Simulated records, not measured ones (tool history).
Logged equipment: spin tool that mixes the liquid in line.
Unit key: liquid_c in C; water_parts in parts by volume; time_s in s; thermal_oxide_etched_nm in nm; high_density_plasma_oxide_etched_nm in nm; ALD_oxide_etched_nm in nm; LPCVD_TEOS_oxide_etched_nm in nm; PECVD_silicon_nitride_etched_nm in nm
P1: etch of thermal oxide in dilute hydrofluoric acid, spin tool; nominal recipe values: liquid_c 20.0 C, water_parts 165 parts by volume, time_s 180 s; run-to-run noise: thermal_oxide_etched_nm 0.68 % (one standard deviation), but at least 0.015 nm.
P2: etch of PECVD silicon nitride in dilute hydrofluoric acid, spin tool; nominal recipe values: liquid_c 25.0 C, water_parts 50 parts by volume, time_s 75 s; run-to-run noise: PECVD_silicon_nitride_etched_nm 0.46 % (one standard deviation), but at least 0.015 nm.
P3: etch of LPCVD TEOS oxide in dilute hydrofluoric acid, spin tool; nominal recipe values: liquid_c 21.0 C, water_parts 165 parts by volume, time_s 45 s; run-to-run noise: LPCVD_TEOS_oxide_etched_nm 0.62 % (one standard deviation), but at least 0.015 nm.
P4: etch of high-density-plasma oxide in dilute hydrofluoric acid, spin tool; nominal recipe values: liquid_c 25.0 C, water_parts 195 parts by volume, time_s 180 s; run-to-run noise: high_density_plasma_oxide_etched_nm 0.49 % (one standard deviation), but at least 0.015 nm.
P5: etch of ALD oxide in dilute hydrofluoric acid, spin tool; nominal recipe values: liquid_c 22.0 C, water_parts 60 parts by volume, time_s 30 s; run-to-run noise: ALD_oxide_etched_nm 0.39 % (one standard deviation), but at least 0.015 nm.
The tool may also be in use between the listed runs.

run,hour,process,liquid_c,water_parts,time_s,thermal_oxide_etched_nm,high_density_plasma_oxide_etched_nm,ALD_oxide_etched_nm,LPCVD_TEOS_oxide_etched_nm,PECVD_silicon_nitride_etched_nm
1,8.1,P1,20.0,165,180,4.2291,,,,
2,17.9,P4,17.0,195,180,,3.3459,,,
3,27.9,P4,25.0,80,180,,12.7750,,,
4,35.1,P1,20.0,265,180,2.3863,,,,
5,41.2,P1,20.0,165,180,4.2201,,,,
6,52.2,P5,22.0,60,30,,,9.9688,,
7,60.5,P5,22.0,60,60,,,20.0030,,
8,70.2,P1,20.0,95,180,7.9571,,,,
9,78.1,P5,29.0,60,30,,,13.2050,,
10,85.7,P3,29.5,165,45,,,,6.4712,
11,94.8,P4,25.0,195,60,,1.5148,,,
12,103.3,P3,21.0,165,15,,,,1.5855,
13,108.7,P2,25.0,50,125,,,,,8.3762
14,117.9,P5,22.0,105,30,,,5.4359,,
15,123.2,P3,21.0,165,45,,,,4.6345,
16,129.6,P2,25.0,50,75,,,,,5.0189
17,136.7,P1,17.0,165,180,3.7263,,,,
18,143.5,P2,25.0,30,75,,,,,8.2048
19,152.2,P1,23.0,165,60,1.5685,,,,
20,158.9,P3,21.0,250,45,,,,2.8787,
21,167.6,P2,17.0,50,75,,,,,2.8911
22,178.2,P1,20.0,165,180,4.1733,,,,
23,188.9,P1,20.0,165,180,4.2434,,,,
24,195.5,P1,28.5,165,180,5.7869,,,,
25,201.6,P1,20.0,165,180,4.2071,,,,
26,211.2,P1,20.0,165,360,8.4579,,,,
27,218.5,P5,22.0,60,30,,,10.0010,,
28,228.8,P4,25.0,195,180,,4.5554,,,
29,235.6,P1,20.0,165,70,1.6549,,,,
30,244.2,P3,21.0,165,45,,,,4.6891,
31,251.1,P4,25.0,195,180,,4.5783,,,
32,258.6,P1,20.0,165,180,4.2530,,,,

Run 33 has not been measured yet. What should we expect?
33,263.9,P1,20.0,165,180,?,,,,

thermal_oxide_etched_nm: 4.1134 nm

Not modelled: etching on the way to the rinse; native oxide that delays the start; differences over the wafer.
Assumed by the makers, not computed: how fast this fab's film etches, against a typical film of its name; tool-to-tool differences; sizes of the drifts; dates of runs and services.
